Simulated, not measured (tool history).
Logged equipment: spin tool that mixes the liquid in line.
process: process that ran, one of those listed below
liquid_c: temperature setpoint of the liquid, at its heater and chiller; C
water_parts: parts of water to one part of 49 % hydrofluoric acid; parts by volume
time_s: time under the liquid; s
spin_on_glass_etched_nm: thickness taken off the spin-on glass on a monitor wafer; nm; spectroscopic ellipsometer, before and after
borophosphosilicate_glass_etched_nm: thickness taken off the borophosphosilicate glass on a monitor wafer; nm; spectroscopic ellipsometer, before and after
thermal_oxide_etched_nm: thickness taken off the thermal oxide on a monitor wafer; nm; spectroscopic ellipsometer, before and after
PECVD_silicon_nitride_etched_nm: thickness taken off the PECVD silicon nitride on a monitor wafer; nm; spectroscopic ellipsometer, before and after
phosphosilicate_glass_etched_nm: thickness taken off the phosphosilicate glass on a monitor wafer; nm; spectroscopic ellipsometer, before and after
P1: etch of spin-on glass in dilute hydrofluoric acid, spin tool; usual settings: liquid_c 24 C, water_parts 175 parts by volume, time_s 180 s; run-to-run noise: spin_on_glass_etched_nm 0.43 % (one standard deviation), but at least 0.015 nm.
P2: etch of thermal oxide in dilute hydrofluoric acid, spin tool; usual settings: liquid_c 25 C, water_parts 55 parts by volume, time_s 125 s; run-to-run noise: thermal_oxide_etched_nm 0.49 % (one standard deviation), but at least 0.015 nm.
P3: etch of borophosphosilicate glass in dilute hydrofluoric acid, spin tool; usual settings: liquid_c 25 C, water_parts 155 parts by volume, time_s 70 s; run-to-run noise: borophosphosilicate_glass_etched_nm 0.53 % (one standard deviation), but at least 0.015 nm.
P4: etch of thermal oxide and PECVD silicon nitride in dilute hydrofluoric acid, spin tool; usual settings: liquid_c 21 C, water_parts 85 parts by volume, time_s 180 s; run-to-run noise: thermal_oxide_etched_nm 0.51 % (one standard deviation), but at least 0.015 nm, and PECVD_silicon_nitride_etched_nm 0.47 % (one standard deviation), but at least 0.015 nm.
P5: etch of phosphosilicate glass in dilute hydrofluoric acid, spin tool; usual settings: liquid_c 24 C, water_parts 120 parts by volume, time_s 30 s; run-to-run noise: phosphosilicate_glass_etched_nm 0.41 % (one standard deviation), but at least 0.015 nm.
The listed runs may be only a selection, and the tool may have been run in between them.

run   hour  process  liquid_c  water_parts  time_s  spin_on_glass_etched_nm  borophosphosilicate_glass_etched_nm  thermal_oxide_etched_nm  PECVD_silicon_nitride_etched_nm  phosphosilicate_glass_etched_nm
  1    2.8       P1        24          175     180                   32.486
  2    7.7       P3        25          155      70                                                        23.538
  3   10.4       P4        21           85      15                                                                                0.75999                          0.56461
  4   14.6       P1        24          175     180                   32.735
  5   18.2       P2        25           55     125                                                                                 12.212
  6   22.8       P3        25          155      70                                                         23.92
  7   27.4       P1        24          240     180                   22.202
  8   32.3       P4        21           85     180                                                                                 9.2619                           6.6111
  9   35.2       P2        18           55     125                                                                                 9.0828
 10   40.6       P2        25           20     125                                                                                 35.043
 11   44.4       P2        25           55     190                                                                                 18.637
 12   47.5       P4        17           85     180                                                                                 7.8992                           5.0061
 13   50.6       P1        19          175     180                   26.805
 14   55.3       P1        24          175     180                   32.867
 15   60.9       P5        24          120      30                                                                                                                                                   45.229
 16   64.3       P1        24           90     280                   108.13
 17   69.7       P1        24          175     180                   32.702
 18   74.6       P5        24          120      15                                                                                                                                                   22.488
 19   79.2       P5        24          120      30                                                                                                                                                   45.265
 20   84.2       P1        24          175     285                   51.566
 21   87.6       P3      17.5          155      70                                                        17.766
 22   91.9       P5        24          185      30                                                                                                                                                   27.036
 23   95.5       P1        24          175     180                   32.564
 24   98.4       P1        24          175     180                   32.705
      98.7  -- hydrofluoric acid flow meter replaced
 25    101       P3        25           60      70                                                        68.822
     102.4  -- thermometer replaced
 26  106.8       P1        32          175     180                   43.182
 27  111.4       P3        25          155      40                                                        13.518
 28  115.2       P1        20          255     180                   17.963
 29  119.3       P5        32          120      30                                                                                                                                                   61.016
 30  123.2       P1        24          105     350                   114.87
 31  128.8       P4        21          125     180                                                                                 6.0285                           4.4974
 32  131.6       P1        24          100     180                   61.867
 33  134.7       P1        24          175      85                   15.304
 34  137.4       P1        24          175     180                   32.398
 35  140.3       P1        24          175     180                    33.05
 36  145.2       P1        24          175     180                   33.827
 37  149.2       P1        24          175     180                   33.848
 38  152.1       P1        24          175     180                   34.015
 39  157.5       P1        24          175     180                    34.25
 40  162.6       P1        24          175     180                   34.579
 41  165.9       P1        24          175     180                   34.532
 42  169.5       P1        24          175     180                    34.45
 43  174.3       P1        24          175     180                   34.611

P1 no longer gives what it gave before; its output has crept away from where it was. The following 2 causes, each at its listed size, fit the log equally well:
A: liquid hotter than its thermometer reads (K) = 1.49
B: hydrofluoric acid flow above the setpoint (%) = 4.78
Onset of the creep was near hour 137.4.

Below are 4 check runs, each on a single wafer, with their results shown as question marks. Which of them would tell the listed causes apart, meaning the causes would give clearly different results under it?
check 1  179.1       P3        25          155      70                                                             ?
check 2  179.1       P4        21           85     180                                                                                      ?                                ?
check 3  179.1       P2        25           55     125                                                                                      ?
check 4  179.1       P5        24          120      30                                                                                                                                                        ?

Predicted outcomes, by check and by cause:
  check                               result    if A    if B
check 1  borophosphosilicate_glass_etched_nm  25.005  24.985
check 2              thermal_oxide_etched_nm  9.8658  9.7715
check 2      PECVD_silicon_nitride_etched_nm  7.2857  6.8963
check 3              thermal_oxide_etched_nm  12.951   12.82
check 4      phosphosilicate_glass_etched_nm  47.769  47.552
Minimum pairwise separation of causes per check, each pair taken at its best-separating result: check 1 0.08 %; check 2 5.49 %; check 3 1.01 %; check 4 0.46 %
Of the check runs offered, only check 2 discriminates between the causes; the rest would read about the same regardless of which cause applies.

With check 2 done, the readings were: thermal_oxide_etched_nm 9.7757 nm; PECVD_silicon_nitride_etched_nm 6.8502 nm. Identify which of the listed causes applies.

B is the cause: hydrofluoric acid flow above the setpoint (%).
